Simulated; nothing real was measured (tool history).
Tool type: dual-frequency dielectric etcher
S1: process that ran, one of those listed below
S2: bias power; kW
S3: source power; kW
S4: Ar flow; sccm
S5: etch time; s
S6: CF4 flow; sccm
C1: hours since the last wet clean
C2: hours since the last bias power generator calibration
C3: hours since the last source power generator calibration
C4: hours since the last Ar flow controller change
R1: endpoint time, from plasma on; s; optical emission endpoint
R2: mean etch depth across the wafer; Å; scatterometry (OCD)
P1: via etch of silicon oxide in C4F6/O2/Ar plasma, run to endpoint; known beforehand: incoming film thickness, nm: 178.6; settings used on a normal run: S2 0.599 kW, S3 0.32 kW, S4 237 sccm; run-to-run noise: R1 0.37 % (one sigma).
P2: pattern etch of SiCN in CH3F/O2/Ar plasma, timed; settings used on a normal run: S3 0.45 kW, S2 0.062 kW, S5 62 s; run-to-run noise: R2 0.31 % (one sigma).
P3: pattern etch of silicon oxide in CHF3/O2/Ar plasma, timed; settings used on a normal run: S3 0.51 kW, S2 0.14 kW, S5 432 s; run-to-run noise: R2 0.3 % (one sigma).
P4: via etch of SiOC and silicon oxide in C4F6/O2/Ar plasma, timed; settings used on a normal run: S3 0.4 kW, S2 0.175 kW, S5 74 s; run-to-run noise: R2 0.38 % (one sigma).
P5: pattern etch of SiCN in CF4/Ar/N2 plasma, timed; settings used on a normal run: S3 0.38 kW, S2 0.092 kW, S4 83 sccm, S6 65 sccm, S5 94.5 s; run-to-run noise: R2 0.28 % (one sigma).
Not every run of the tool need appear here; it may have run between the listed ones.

{"run": 1, "hour": 5.1, "S1": "P1", "S2": 0.599, "S3": 0.32, "S4": 237, "C1": 60.7, "C2": 2729.7, "C3": 2564.8, "C4": 256.6, "R1": 38.338}
{"run": 2, "hour": 10.7, "S1": "P1", "S2": 0.599, "S3": 0.21, "S4": 325, "C1": 66.3, "C2": 2735.3, "C3": 2570.4, "C4": 262.2, "R1": 46.335}
{"run": 3, "hour": 16.6, "S1": "P4", "S2": 0.175, "S3": 0.52, "S5": 74, "C1": 72.2, "C2": 2741.2, "C3": 2576.3, "C4": 268.1, "R2": 933.41}
{"hour": 20.9, "done": "source power generator calibrated"}
{"run": 4, "hour": 22.8, "S1": "P2", "S2": 0.062, "S3": 0.36, "S5": 62, "C1": 78.4, "C2": 2747.4, "C3": 1.9, "C4": 274.3, "R2": 215.35}
{"run": 5, "hour": 28.4, "S1": "P1", "S2": 0.599, "S3": 0.32, "S4": 237, "C1": 84, "C2": 2753, "C3": 7.5, "C4": 279.9, "R1": 38.17}
{"run": 6, "hour": 31.7, "S1": "P4", "S2": 0.233, "S3": 0.4, "S5": 74, "C1": 87.3, "C2": 2756.3, "C3": 10.8, "C4": 283.2, "R2": 922.29}
{"run": 7, "hour": 35.8, "S1": "P1", "S2": 0.599, "S3": 0.32, "S4": 237, "C1": 91.4, "C2": 2760.4, "C3": 14.9, "C4": 287.3, "R1": 38.449}
{"run": 8, "hour": 39.5, "S1": "P1", "S2": 0.599, "S3": 0.42, "S4": 237, "C1": 95.1, "C2": 2764.1, "C3": 18.6, "C4": 291, "R1": 34.642}
{"run": 9, "hour": 43.3, "S1": "P1", "S2": 0.599, "S3": 0.32, "S4": 305, "C1": 98.9, "C2": 2767.9, "C3": 22.4, "C4": 294.8, "R1": 39.365}
{"run": 10, "hour": 47.2, "S1": "P5", "S2": 0.06, "S3": 0.38, "S4": 83, "S5": 94.5, "S6": 65, "C1": 102.8, "C2": 2771.8, "C3": 26.3, "C4": 298.7, "R2": 655.25}
{"run": 11, "hour": 52.7, "S1": "P3", "S2": 0.14, "S3": 0.67, "S5": 432, "C1": 108.3, "C2": 2777.3, "C3": 31.8, "C4": 304.2, "R2": 8028.2}
{"run": 12, "hour": 58.0, "S1": "P1", "S2": 0.362, "S3": 0.32, "S4": 169, "C1": 113.6, "C2": 2782.6, "C3": 37.1, "C4": 309.5, "R1": 44.726}
{"run": 13, "hour": 63.9, "S1": "P1", "S2": 0.599, "S3": 0.32, "S4": 237, "C1": 119.5, "C2": 2788.5, "C3": 43, "C4": 315.4, "R1": 38.116}
{"run": 14, "hour": 68.2, "S1": "P1", "S2": 0.464, "S3": 0.32, "S4": 237, "C1": 123.8, "C2": 2792.8, "C3": 47.3, "C4": 319.7, "R1": 42}
{"run": 15, "hour": 71.7, "S1": "P2", "S2": 0.062, "S3": 0.45, "S5": 92, "C1": 127.3, "C2": 2796.3, "C3": 50.8, "C4": 323.2, "R2": 344.05}
{"run": 16, "hour": 76.2, "S1": "P2", "S2": 0.062, "S3": 0.45, "S5": 62, "C1": 131.8, "C2": 2800.8, "C3": 55.3, "C4": 327.7, "R2": 234.31}
{"run": 17, "hour": 82.2, "S1": "P5", "S2": 0.092, "S3": 0.26, "S4": 83, "S5": 94.5, "S6": 65, "C1": 137.8, "C2": 2806.8, "C3": 61.3, "C4": 333.7, "R2": 547.18}
{"run": 18, "hour": 88.0, "S1": "P2", "S2": 0.039, "S3": 0.45, "S5": 62, "C1": 143.6, "C2": 2812.6, "C3": 67.1, "C4": 339.5, "R2": 201.61}
{"run": 19, "hour": 92.0, "S1": "P1", "S2": 0.599, "S3": 0.24, "S4": 237, "C1": 147.6, "C2": 2816.6, "C3": 71.1, "C4": 343.5, "R1": 42.366}
{"run": 20, "hour": 97.3, "S1": "P5", "S2": 0.092, "S3": 0.38, "S4": 50, "S5": 94.5, "S6": 65, "C1": 152.9, "C2": 2821.9, "C3": 76.4, "C4": 348.8, "R2": 811.47}
{"run": 21, "hour": 101.3, "S1": "P3", "S2": 0.14, "S3": 0.51, "S5": 432, "C1": 156.9, "C2": 2825.9, "C3": 80.4, "C4": 352.8, "R2": 7182.5}
{"run": 22, "hour": 106.1, "S1": "P5", "S2": 0.092, "S3": 0.38, "S4": 83, "S5": 94.5, "S6": 65, "C1": 161.7, "C2": 2830.7, "C3": 85.2, "C4": 357.6, "R2": 761.53}
{"run": 23, "hour": 110.5, "S1": "P5", "S2": 0.092, "S3": 0.38, "S4": 83, "S5": 54.5, "S6": 65, "C1": 166.1, "C2": 2835.1, "C3": 89.6, "C4": 362, "R2": 440.78}
{"run": 24, "hour": 115.9, "S1": "P4", "S2": 0.175, "S3": 0.4, "S5": 91.5, "C1": 171.5, "C2": 2840.5, "C3": 95, "C4": 367.4, "R2": 1048.4}
{"run": 25, "hour": 120.4, "S1": "P4", "S2": 0.175, "S3": 0.4, "S5": 74, "C1": 176, "C2": 2845, "C3": 99.5, "C4": 371.9, "R2": 838.89}
{"run": 26, "hour": 125.7, "S1": "P5", "S2": 0.092, "S3": 0.38, "S4": 83, "S5": 94.5, "S6": 65, "C1": 181.3, "C2": 2850.3, "C3": 104.8, "C4": 377.2, "R2": 763.56}
{"run": 27, "hour": 130.3, "S1": "P1", "S2": 0.599, "S3": 0.32, "S4": 237, "C1": 185.9, "C2": 2854.9, "C3": 109.4, "C4": 381.8, "R1": 38.193}
{"run": 28, "hour": 134.3, "S1": "P1", "S2": 0.599, "S3": 0.32, "S4": 237, "C1": 189.9, "C2": 2858.9, "C3": 113.4, "C4": 385.8, "R1": 38.24}
{"run": 29, "hour": 137.5, "S1": "P1", "S2": 0.708, "S3": 0.32, "S4": 237, "C1": 193.1, "C2": 2862.1, "C3": 116.6, "C4": 389, "R1": 36.041}
{"run": 30, "hour": 142.3, "S1": "P3", "S2": 0.14, "S3": 0.51, "S5": 290, "C1": 197.9, "C2": 2866.9, "C3": 121.4, "C4": 393.8, "R2": 4842}
{"run": 31, "hour": 146.3, "S1": "P1", "S2": 0.599, "S3": 0.32, "S4": 147, "C1": 201.9, "C2": 2870.9, "C3": 125.4, "C4": 397.8, "R1": 36.139}
{"run": 32, "hour": 152.3, "S1": "P3", "S2": 0.108, "S3": 0.51, "S5": 432, "C1": 207.9, "C2": 2876.9, "C3": 131.4, "C4": 403.8, "R2": 6677.8}
{"run": 33, "hour": 158.2, "S1": "P4", "S2": 0.175, "S3": 0.4, "S5": 74, "C1": 213.8, "C2": 2882.8, "C3": 137.3, "C4": 409.7, "R2": 843.03}
{"run": 34, "hour": 162.3, "S1": "P5", "S2": 0.092, "S3": 0.38, "S4": 83, "S5": 94.5, "S6": 53, "C1": 217.9, "C2": 2886.9, "C3": 141.4, "C4": 413.8, "R2": 744.36}
{"run": 35, "hour": 168.5, "S1": "P1", "S2": 0.599, "S3": 0.32, "S4": 237, "C1": 224.1, "C2": 2893.1, "C3": 147.6, "C4": 420, "R1": 38.486}
{"run": 36, "hour": 171.5, "S1": "P1", "S2": 0.599, "S3": 0.32, "S4": 237, "C1": 227.1, "C2": 2896.1, "C3": 150.6, "C4": 423, "R1": 38.676}
{"run": 37, "hour": 174.9, "S1": "P1", "S2": 0.599, "S3": 0.32, "S4": 237, "C1": 230.5, "C2": 2899.5, "C3": 154, "C4": 426.4, "R1": 38.673}
{"run": 38, "hour": 178.4, "S1": "P1", "S2": 0.599, "S3": 0.32, "S4": 237, "C1": 234, "C2": 2903, "C3": 157.5, "C4": 429.9, "R1": 38.922}
{"run": 39, "hour": 182.4, "S1": "P1", "S2": 0.599, "S3": 0.32, "S4": 237, "C1": 238, "C2": 2907, "C3": 161.5, "C4": 433.9, "R1": 39.057}
{"run": 40, "hour": 186.5, "S1": "P1", "S2": 0.599, "S3": 0.32, "S4": 237, "C1": 242.1, "C2": 2911.1, "C3": 165.6, "C4": 438, "R1": 38.872}
{"hour": 189.0, "done": "wet clean of the chamber"}
{"run": 41, "hour": 190.4, "S1": "P1", "S2": 0.599, "S3": 0.32, "S4": 237, "C1": 1.4, "C2": 2915, "C3": 169.5, "C4": 441.9, "R1": 38.908}
{"run": 42, "hour": 194.4, "S1": "P1", "S2": 0.599, "S3": 0.32, "S4": 237, "C1": 5.4, "C2": 2919, "C3": 173.5, "C4": 445.9, "R1": 39.035}
{"run": 43, "hour": 198.0, "S1": "P1", "S2": 0.599, "S3": 0.32, "S4": 237, "C1": 9, "C2": 2922.6, "C3": 177.1, "C4": 449.5, "R1": 38.84}

What P1 gives has crept away from where it was. These 2 causes fit the log equally well, each at the size given:
A: bias power that arrives under what is set, % = 4.65
B: source power that arrives under what is set, % = 4.92
At approximately hour 168.5, the process output began to creep.
Ruled out, with reasons:
chamber walls in a state that lowers the etch rate, %: was serviced at hour 189, once the creep was under way, yet the earlier output never came back
Ar flow that arrives over what is set, %: at its largest 8, which would move R1 by +0.9 %, too little to match the creep or of the wrong sign

Which of the 4 check runs listed below separates the causes, so that each cause would produce a clearly different result? Each run uses one wafer, and its results are marked with question marks.
{"run": "check 1", "hour": 201.6, "S1": "P4", "S2": 0.175, "S3": 0.4, "S5": 74, "R2": "?"}
{"run": "check 2", "hour": 201.6, "S1": "P2", "S2": 0.062, "S3": 0.45, "S5": 62, "R2": "?"}
{"run": "check 3", "hour": 201.6, "S1": "P5", "S2": 0.092, "S3": 0.38, "S4": 83, "S5": 94.5, "S6": 65, "R2": "?"}
{"run": "check 4", "hour": 201.6, "S1": "P3", "S2": 0.14, "S3": 0.51, "S5": 432, "R2": "?"}

Predicted outcomes, by check and by cause:
check=check_1 result=R2 if_A=830.88 if_B=827.23
check=check_2 result=R2 if_A=229.45 if_B=228.72
check=check_3 result=R2 if_A=749.86 if_B=729.96
check=check_4 result=R2 if_A=7098.9 if_B=7068.9
Gap, in per cent, between the two causes that each check separates least, read from the result that separates them most: check 1 0.44 %; check 2 0.32 %; check 3 2.69 %; check 4 0.42 %
Only check 3 tells the causes apart: in the others they would give nearly the same result.

Running check 3 produced the following: R2 752.37 Å. Which one of the listed causes fits?

Of the candidate causes, it is A: bias power that arrives under what is set, %.
